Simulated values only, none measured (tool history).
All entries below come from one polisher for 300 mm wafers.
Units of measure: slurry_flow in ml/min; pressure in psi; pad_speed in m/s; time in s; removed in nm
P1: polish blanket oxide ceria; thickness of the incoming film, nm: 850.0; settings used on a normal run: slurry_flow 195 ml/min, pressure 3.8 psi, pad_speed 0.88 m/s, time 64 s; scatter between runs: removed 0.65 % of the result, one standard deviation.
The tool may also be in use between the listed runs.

run 1 hour=11.4 | slurry_flow=195 pressure=3.8 pad_speed=0.88 time=64 | removed=318.08
run 2 hour=17.2 | slurry_flow=195 pressure=3.8 pad_speed=0.42 time=64 | removed=151.05
run 3 hour=26.1 | slurry_flow=195 pressure=3.8 pad_speed=0.88 time=64 | removed=318.63
run 4 hour=37.1 | slurry_flow=195 pressure=3.8 pad_speed=0.88 time=64 | removed=318.77
run 5 hour=45.7 | slurry_flow=195 pressure=3.8 pad_speed=0.88 time=88 | removed=438.07
-- hour=48.4 slurry nozzle cleaned
-- hour=50.9 worn pad replaced by a new one
run 6 hour=54.7 | slurry_flow=195 pressure=3.8 pad_speed=1.3 time=64 | removed=465.76
run 7 hour=60.6 | slurry_flow=195 pressure=3.8 pad_speed=0.88 time=64 | removed=320.25
run 8 hour=68.1 | slurry_flow=195 pressure=3.8 pad_speed=0.88 time=29 | removed=141.96
run 9 hour=77.5 | slurry_flow=145 pressure=3.8 pad_speed=0.88 time=82 | removed=389.55
run 10 hour=87.3 | slurry_flow=195 pressure=1.9 pad_speed=0.88 time=64 | removed=159.26
run 11 hour=95.9 | slurry_flow=195 pressure=5.8 pad_speed=0.88 time=64 | removed=478.17

The next listed run, before its measurement:
run 12 hour=105.1 | slurry_flow=195 pressure=1.8 pad_speed=0.56 time=64 | removed=?

{"run 12": {"removed": 96.542}}

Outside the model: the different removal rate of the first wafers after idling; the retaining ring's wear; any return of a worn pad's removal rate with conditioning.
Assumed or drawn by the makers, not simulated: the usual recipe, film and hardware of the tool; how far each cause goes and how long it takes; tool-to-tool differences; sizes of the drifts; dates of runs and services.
